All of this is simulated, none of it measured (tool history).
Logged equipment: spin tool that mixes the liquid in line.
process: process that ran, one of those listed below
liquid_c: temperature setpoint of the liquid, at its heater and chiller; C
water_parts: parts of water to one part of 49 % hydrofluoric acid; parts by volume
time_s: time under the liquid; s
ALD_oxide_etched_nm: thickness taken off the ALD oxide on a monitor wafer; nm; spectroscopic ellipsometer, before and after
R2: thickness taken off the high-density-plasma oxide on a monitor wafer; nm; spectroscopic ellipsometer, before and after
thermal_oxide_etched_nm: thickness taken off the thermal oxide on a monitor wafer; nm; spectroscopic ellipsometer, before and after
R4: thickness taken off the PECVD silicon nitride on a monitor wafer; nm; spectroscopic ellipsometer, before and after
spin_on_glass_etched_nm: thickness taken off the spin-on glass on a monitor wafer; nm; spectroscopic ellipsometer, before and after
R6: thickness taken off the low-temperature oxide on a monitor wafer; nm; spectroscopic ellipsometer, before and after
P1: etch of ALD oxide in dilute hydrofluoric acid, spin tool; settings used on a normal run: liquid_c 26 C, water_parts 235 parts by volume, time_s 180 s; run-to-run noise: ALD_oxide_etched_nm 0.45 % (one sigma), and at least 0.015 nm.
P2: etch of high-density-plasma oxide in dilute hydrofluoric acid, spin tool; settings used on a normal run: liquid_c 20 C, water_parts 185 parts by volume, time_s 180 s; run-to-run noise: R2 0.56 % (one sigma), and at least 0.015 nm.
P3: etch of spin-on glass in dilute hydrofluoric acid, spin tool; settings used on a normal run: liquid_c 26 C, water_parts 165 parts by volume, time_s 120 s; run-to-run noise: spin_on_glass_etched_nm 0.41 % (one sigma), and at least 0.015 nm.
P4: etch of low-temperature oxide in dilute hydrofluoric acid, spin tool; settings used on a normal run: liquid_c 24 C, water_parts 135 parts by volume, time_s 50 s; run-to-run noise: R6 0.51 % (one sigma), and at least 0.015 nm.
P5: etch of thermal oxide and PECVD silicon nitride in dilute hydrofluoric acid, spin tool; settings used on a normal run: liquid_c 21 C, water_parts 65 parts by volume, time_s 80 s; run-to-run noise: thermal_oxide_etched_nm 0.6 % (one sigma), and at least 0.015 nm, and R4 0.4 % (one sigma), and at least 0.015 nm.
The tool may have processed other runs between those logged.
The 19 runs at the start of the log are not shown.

{"run": 20, "hour": 248.4, "process": "P1", "liquid_c": 26, "water_parts": 235, "time_s": 180, "ALD_oxide_etched_nm": 9.1633}
{"run": 21, "hour": 262.1, "process": "P3", "liquid_c": 26, "water_parts": 165, "time_s": 180, "spin_on_glass_etched_nm": 43.546}
{"run": 22, "hour": 276.7, "process": "P1", "liquid_c": 26, "water_parts": 130, "time_s": 180, "ALD_oxide_etched_nm": 18.433}
{"run": 23, "hour": 290.6, "process": "P3", "liquid_c": 26, "water_parts": 165, "time_s": 120, "spin_on_glass_etched_nm": 28.798}
{"run": 24, "hour": 299.3, "process": "P2", "liquid_c": 20, "water_parts": 185, "time_s": 180, "R2": 4.0457}
{"run": 25, "hour": 314.3, "process": "P1", "liquid_c": 26, "water_parts": 405, "time_s": 180, "ALD_oxide_etched_nm": 4.4577}
{"run": 26, "hour": 322.2, "process": "P4", "liquid_c": 30.5, "water_parts": 135, "time_s": 50, "R6": 8.7277}
{"run": 27, "hour": 333.1, "process": "P5", "liquid_c": 21, "water_parts": 65, "time_s": 80, "thermal_oxide_etched_nm": 5.6176, "R4": 5.5718}
{"run": 28, "hour": 346.4, "process": "P3", "liquid_c": 18.5, "water_parts": 165, "time_s": 120, "spin_on_glass_etched_nm": 21.603}
{"run": 29, "hour": 362.4, "process": "P5", "liquid_c": 21, "water_parts": 65, "time_s": 15, "thermal_oxide_etched_nm": 1.0439, "R4": 1.0444}
{"run": 30, "hour": 377.9, "process": "P1", "liquid_c": 19, "water_parts": 235, "time_s": 180, "ALD_oxide_etched_nm": 7.0325}
{"run": 31, "hour": 384.8, "process": "P1", "liquid_c": 26, "water_parts": 235, "time_s": 345, "ALD_oxide_etched_nm": 17.457}
{"run": 32, "hour": 392.5, "process": "P4", "liquid_c": 24, "water_parts": 245, "time_s": 50, "R6": 3.3384}

What does the tool deliver on the next run?
{"run": 33, "hour": 407.8, "process": "P1", "liquid_c": 26, "water_parts": 235, "time_s": 180, "ALD_oxide_etched_nm": "?"}

{"run 33": {"ALD_oxide_etched_nm": 9.0284}}
